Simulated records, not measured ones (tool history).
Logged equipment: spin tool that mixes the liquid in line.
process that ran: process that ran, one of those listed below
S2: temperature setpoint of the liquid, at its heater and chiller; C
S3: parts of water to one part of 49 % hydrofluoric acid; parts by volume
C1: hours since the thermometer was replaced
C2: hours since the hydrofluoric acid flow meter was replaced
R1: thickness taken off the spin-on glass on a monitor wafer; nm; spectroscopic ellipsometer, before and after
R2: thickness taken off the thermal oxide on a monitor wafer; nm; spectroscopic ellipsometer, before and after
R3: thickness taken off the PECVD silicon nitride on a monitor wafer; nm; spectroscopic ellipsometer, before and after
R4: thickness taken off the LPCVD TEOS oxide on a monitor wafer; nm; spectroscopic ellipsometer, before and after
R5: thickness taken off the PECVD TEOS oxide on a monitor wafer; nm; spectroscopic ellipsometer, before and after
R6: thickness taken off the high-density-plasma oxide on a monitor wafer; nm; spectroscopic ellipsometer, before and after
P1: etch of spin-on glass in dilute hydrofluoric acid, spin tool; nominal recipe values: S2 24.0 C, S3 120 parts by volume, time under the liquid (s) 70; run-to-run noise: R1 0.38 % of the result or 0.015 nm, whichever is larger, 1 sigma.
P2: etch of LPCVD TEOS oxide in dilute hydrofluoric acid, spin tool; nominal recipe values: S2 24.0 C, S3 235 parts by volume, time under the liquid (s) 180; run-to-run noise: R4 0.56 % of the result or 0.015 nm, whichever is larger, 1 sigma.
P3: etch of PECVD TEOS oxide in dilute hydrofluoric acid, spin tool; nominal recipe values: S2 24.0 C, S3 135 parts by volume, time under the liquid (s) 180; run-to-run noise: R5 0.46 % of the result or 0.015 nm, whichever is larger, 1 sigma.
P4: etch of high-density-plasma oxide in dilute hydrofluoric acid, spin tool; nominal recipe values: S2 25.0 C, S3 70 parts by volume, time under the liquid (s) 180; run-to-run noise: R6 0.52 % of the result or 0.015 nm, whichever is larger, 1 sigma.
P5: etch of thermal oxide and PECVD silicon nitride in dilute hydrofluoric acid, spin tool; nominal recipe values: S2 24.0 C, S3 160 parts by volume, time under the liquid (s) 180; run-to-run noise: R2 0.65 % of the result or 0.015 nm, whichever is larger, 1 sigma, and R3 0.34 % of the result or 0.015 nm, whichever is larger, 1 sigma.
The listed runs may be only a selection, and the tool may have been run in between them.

run 1 hour=6.2 | process_that_ran=P1 S2=24.0 S3=120 time_under_the_liquid_(s)=70 | C1=65.2 C2=829.6 | R1=17.8200
run 2 hour=14.8 | process_that_ran=P5 S2=24.0 S3=160 time_under_the_liquid_(s)=100 | C1=73.8 C2=838.2 | R2=2.6897 R3=3.4880
run 3 hour=23.4 | process_that_ran=P2 S2=24.0 S3=380 time_under_the_liquid_(s)=180 | C1=82.4 C2=846.8 | R4=17.408
run 4 hour=29.0 | process_that_ran=P1 S2=20.5 S3=120 time_under_the_liquid_(s)=70 | C1=88.0 C2=852.4 | R1=15.5250
run 5 hour=34.8 | process_that_ran=P1 S2=24.0 S3=120 time_under_the_liquid_(s)=70 | C1=93.8 C2=858.2 | R1=17.7980
run 6 hour=42.6 | process_that_ran=P5 S2=24.0 S3=160 time_under_the_liquid_(s)=180 | C1=101.6 C2=866.0 | R2=4.8397 R3=6.2944
run 7 hour=49.4 | process_that_ran=P2 S2=24.0 S3=235 time_under_the_liquid_(s)=180 | C1=108.4 C2=872.8 | R4=32.614
run 8 hour=55.3 | process_that_ran=P3 S2=24.0 S3=135 time_under_the_liquid_(s)=90 | C1=114.3 C2=878.7 | R5=8.1151
run 9 hour=60.8 | process_that_ran=P5 S2=19.5 S3=160 time_under_the_liquid_(s)=180 | C1=119.8 C2=884.2 | R2=4.0441 R3=4.6768
run 10 hour=68.0 | process_that_ran=P1 S2=29.0 S3=120 time_under_the_liquid_(s)=70 | C1=127.0 C2=891.4 | R1=21.5210
run 11 hour=75.3 | process_that_ran=P1 S2=24.0 S3=120 time_under_the_liquid_(s)=70 | C1=134.3 C2=898.7 | R1=17.8470
run 12 hour=81.5 | process_that_ran=P1 S2=30.0 S3=30 time_under_the_liquid_(s)=70 | C1=140.5 C2=904.9 | R1=102.6200
run 13 hour=89.9 | process_that_ran=P1 S2=24.0 S3=120 time_under_the_liquid_(s)=20 | C1=148.9 C2=913.3 | R1=5.0376
run 14 hour=98.9 | process_that_ran=P2 S2=19.5 S3=235 time_under_the_liquid_(s)=180 | C1=157.9 C2=922.3 | R4=27.404
run 15 hour=106.4 | process_that_ran=P1 S2=24.0 S3=120 time_under_the_liquid_(s)=70 | C1=165.4 C2=929.8 | R1=17.9030
run 16 hour=113.7 | process_that_ran=P2 S2=24.0 S3=235 time_under_the_liquid_(s)=285 | C1=172.7 C2=937.1 | R4=51.466
run 17 hour=122.2 | process_that_ran=P4 S2=31.5 S3=70 time_under_the_liquid_(s)=180 | C1=181.2 C2=945.6 | R6=23.6530
run 18 hour=126.2 | process_that_ran=P1 S2=31.5 S3=120 time_under_the_liquid_(s)=15 | C1=185.2 C2=949.6 | R1=5.0360
run 19 hour=133.9 | process_that_ran=P1 S2=17.5 S3=60 time_under_the_liquid_(s)=70 | C1=192.9 C2=957.3 | R1=29.2550
run 20 hour=140.9 | process_that_ran=P3 S2=24.0 S3=220 time_under_the_liquid_(s)=180 | C1=199.9 C2=964.3 | R5=9.1351
run 21 hour=147.2 | process_that_ran=P1 S2=24.0 S3=120 time_under_the_liquid_(s)=70 | C1=206.2 C2=970.6 | R1=18.0150
run 22 hour=152.0 | process_that_ran=P4 S2=25.0 S3=20 time_under_the_liquid_(s)=180 | C1=211.0 C2=975.4 | R6=69.5880
run 23 hour=156.2 | process_that_ran=P4 S2=25.0 S3=70 time_under_the_liquid_(s)=35 | C1=215.2 C2=979.6 | R6=3.5596
run 24 hour=162.1 | process_that_ran=P1 S2=24.0 S3=120 time_under_the_liquid_(s)=135 | C1=221.1 C2=985.5 | R1=34.6430
run 25 hour=166.3 | process_that_ran=P5 S2=24.0 S3=160 time_under_the_liquid_(s)=180 | C1=225.3 C2=989.7 | R2=4.8965 R3=6.2908
run 26 hour=173.9 | process_that_ran=P1 S2=24.0 S3=195 time_under_the_liquid_(s)=70 | C1=232.9 C2=997.3 | R1=10.0680
run 27 hour=180.5 | process_that_ran=P3 S2=20.0 S3=135 time_under_the_liquid_(s)=180 | C1=239.5 C2=1003.9 | R5=13.9320
run 28 hour=184.9 | process_that_ran=P1 S2=24.0 S3=35 time_under_the_liquid_(s)=70 | C1=243.9 C2=1008.3 | R1=67.8730
run 29 hour=192.9 | process_that_ran=P4 S2=25.0 S3=70 time_under_the_liquid_(s)=180 | C1=251.9 C2=1016.3 | R6=18.2380
run 30 hour=200.2 | process_that_ran=P5 S2=24.0 S3=230 time_under_the_liquid_(s)=180 | C1=259.2 C2=1023.6 | R2=3.1174 R3=4.4164
run 31 hour=204.9 | process_that_ran=P3 S2=24.0 S3=135 time_under_the_liquid_(s)=180 | C1=263.9 C2=1028.3 | R5=16.1830
run 32 hour=210.9 | process_that_ran=P1 S2=24.0 S3=120 time_under_the_liquid_(s)=70 | C1=269.9 C2=1034.3 | R1=17.8720
run 33 hour=218.2 | process_that_ran=P1 S2=24.0 S3=120 time_under_the_liquid_(s)=70 | C1=277.2 C2=1041.6 | R1=17.3700

Estimate the outcome of run 34 from the log above:
run 34 hour=225.5 | process_that_ran=P1 S2=24.0 S3=120 time_under_the_liquid_(s)=70 | C1=284.5 C2=1048.9 | R1=?

Run 34 produced R1 17.1000 nm.

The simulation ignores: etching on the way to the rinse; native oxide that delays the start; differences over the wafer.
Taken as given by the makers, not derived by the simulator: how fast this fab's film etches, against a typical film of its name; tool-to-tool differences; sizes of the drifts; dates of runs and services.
